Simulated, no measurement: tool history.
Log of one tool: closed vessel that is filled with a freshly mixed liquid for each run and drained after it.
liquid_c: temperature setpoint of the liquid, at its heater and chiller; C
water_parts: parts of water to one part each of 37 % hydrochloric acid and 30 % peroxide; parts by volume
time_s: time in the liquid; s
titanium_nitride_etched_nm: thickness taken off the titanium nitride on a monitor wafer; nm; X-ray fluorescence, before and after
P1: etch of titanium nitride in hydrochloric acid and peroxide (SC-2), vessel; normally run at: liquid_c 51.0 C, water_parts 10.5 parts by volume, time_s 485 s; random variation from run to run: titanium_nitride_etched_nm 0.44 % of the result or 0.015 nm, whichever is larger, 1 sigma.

run,day,liquid_c,water_parts,time_s,titanium_nitride_etched_nm
1,0.233,51.0,10.5,485,13.1500
2,0.554,51.0,10.5,485,13.0340
3,1.029,51.0,10.5,485,13.1130
4,1.408,51.0,10.5,225,6.0793
5,1.754,51.0,16.0,485,9.0795
6,2.050,51.0,14.0,910,19.2150
7,2.425,51.0,10.5,485,13.1730
8,2.696,51.0,10.5,485,13.1310
9,2.900,51.0,10.5,485,13.0310
10,3.117,51.0,4.0,485,27.2590
11,3.521,35.0,10.5,485,4.2690
12,3.908,44.5,10.5,930,16.2030
13,4.133,51.0,10.5,750,20.3090
14,4.375,66.0,10.5,485,34.1690
15,4.642,51.0,5.0,225,10.9290
16,5.058,51.0,10.5,485,13.1640
17,5.450,51.0,10.5,485,13.5620

The next listed run, before its measurement:
18,5.762,51.0,10.5,485,?

Run 18 gave titanium_nitride_etched_nm 13.9570 nm.
